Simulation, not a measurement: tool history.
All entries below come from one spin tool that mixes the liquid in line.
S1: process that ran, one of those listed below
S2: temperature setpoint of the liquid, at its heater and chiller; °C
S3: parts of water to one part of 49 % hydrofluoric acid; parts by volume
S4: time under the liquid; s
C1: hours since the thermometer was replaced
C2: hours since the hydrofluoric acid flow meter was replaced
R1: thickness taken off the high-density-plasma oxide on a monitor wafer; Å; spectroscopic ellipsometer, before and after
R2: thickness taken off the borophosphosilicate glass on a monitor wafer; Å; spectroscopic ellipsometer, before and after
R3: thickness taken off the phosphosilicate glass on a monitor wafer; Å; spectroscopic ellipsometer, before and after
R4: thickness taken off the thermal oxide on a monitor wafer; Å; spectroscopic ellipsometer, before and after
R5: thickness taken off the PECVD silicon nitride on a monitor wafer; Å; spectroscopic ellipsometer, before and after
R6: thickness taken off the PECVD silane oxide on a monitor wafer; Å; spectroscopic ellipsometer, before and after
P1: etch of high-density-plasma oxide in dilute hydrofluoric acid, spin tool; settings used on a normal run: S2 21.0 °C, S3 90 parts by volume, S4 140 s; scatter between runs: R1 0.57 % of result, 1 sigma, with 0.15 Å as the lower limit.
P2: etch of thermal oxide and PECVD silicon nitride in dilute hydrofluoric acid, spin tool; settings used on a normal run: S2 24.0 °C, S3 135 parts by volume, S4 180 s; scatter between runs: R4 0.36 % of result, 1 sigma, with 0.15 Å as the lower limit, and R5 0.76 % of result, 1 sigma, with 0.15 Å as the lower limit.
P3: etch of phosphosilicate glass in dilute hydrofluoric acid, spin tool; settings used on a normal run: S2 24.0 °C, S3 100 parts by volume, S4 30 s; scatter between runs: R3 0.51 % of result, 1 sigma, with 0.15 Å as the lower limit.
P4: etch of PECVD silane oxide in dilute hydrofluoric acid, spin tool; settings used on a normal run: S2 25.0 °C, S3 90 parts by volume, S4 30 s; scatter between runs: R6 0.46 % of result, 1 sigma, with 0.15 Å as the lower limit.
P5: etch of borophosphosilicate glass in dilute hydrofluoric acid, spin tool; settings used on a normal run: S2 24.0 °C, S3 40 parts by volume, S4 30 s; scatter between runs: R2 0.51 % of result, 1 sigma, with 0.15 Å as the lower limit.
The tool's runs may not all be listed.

run,hour,S1,S2,S3,S4,C1,C2,R1,R2,R3,R4,R5,R6
1,6.7,P1,21.0,90,140,1509.5,181.2,84.214,,,,,
2,12.9,P5,24.0,40,30,1515.7,187.4,,313.58,,,,
3,16.3,P3,24.0,100,15,1519.1,190.8,,,173.30,,,
4,22.9,P2,27.5,135,180,1525.7,197.4,,,,68.3190,33.4330,
5,28.7,P4,25.0,20,30,1531.5,203.2,,,,,,454.290
6,33.7,P2,24.0,135,180,1536.5,208.2,,,,60.1190,26.7690,
7,39.8,P1,21.0,90,75,1542.6,214.3,45.224,,,,,
8,44.3,P3,24.0,45,30,1547.1,218.8,,,835.31,,,
9,51.1,P4,19.5,90,30,1553.9,225.6,,,,,,73.566
10,54.8,P5,31.5,40,30,1557.6,229.3,,430.63,,,,
11,59.1,P2,24.0,135,15,1561.9,233.6,,,,5.0437,2.0822,
12,65.9,P4,25.0,90,30,1568.7,240.4,,,,,,90.405
13,70.0,P1,21.0,90,140,1572.8,244.5,84.287,,,,,
14,74.0,P1,21.0,90,140,1576.8,248.5,83.941,,,,,
15,80.9,P4,25.0,90,30,1583.7,255.4,,,,,,91.253
16,87.2,P3,24.0,100,30,1590.0,261.7,,,349.40,,,
17,90.8,P5,24.0,40,45,1593.6,265.3,,476.84,,,,
18,94.9,P1,21.0,55,140,1597.7,269.4,143.370,,,,,
19,98.0,P2,24.0,135,180,1600.8,272.5,,,,60.0010,26.5430,
20,103.5,P1,21.0,90,140,1606.3,278.0,82.659,,,,,
21,108.1,P1,17.0,90,140,1610.9,282.6,70.763,,,,,
22,114.7,P1,17.0,160,140,1617.5,289.2,37.183,,,,,
23,119.9,P1,21.0,90,265,1622.7,294.4,156.690,,,,,
24,125.1,P3,17.0,100,30,1627.9,299.6,,,263.67,,,
25,131.6,P5,24.0,65,30,1634.4,306.1,,188.50,,,,
26,137.5,P1,21.0,90,140,1640.3,312.0,83.665,,,,,
27,141.1,P4,25.0,90,15,1643.9,315.6,,,,,,45.367
28,147.0,P1,27.5,90,140,1649.8,321.5,108.420,,,,,
29,152.1,P2,24.0,240,180,1654.9,326.6,,,,30.3540,15.2140,
30,158.4,P1,17.5,90,260,1661.2,332.9,134.150,,,,,
31,164.2,P1,21.0,155,140,1667.0,338.7,45.495,,,,,
32,170.7,P1,21.0,90,140,1673.5,345.2,84.295,,,,,
33,177.3,P1,21.0,90,140,1680.1,351.8,85.261,,,,,
34,181.2,P1,21.0,90,140,1684.0,355.7,85.408,,,,,
35,187.1,P1,21.0,90,140,1689.9,361.6,88.304,,,,,
36,191.1,P1,21.0,90,140,1693.9,365.6,88.344,,,,,
37,197.3,P1,21.0,90,140,1700.1,371.8,88.640,,,,,
38,202.8,P1,21.0,90,140,1705.6,377.3,88.343,,,,,
39,206.4,P1,21.0,90,140,1709.2,380.9,88.685,,,,,
40,211.3,P1,21.0,90,140,1714.1,385.8,88.909,,,,,
41,216.4,P1,21.0,90,140,1719.2,390.9,89.313,,,,,
42,220.8,P1,21.0,90,140,1723.6,395.3,88.670,,,,,
43,225.1,P1,21.0,90,140,1727.9,399.6,88.951,,,,,

Compared with where it was, what P1 gives has crept away. Each cause listed below fits the log as well as the rest, at the size given for it:
A: liquid hotter than its thermometer reads (K) = 1.54
B: hydrofluoric acid flow above the setpoint (%) = 5.81
The drift started at roughly hour 170.7.

Each of the check runs listed below is run on 3 wafers and reports their average, with the results left as question marks. Pick the one under which the possible causes would lead to clearly different results.
check 1,229.4,P5,24.0,40,30,,,,?,,,,
check 2,229.4,P3,24.0,100,30,,,,,?,,,
check 3,229.4,P4,25.0,90,30,,,,,,,,?
check 4,229.4,P2,24.0,135,180,,,,,,?,?,

What every check run would give for each of its results, assuming each possible cause in turn:
check,result,if A,if B
check 1,R2,336.43,335.09
check 2,R3,370.25,371.24
check 3,R6,96.944,97.166
check 4,R4,63.6210,64.0100
check 4,R5,29.3400,28.0910
Separation of the two closest causes in each check, using whichever result separates them best: check 1 0.4 %; check 2 0.27 %; check 3 0.23 %; check 4 4.35 %
Only in check 4 would the causes give clearly different results; in the remaining checks their results would be nearly the same.

Then check 4 was run and gave: R4 63.8600 Å; R5 27.8200 Å. Which cause is it?

Of the candidate causes, it is B: hydrofluoric acid flow above the setpoint (%).
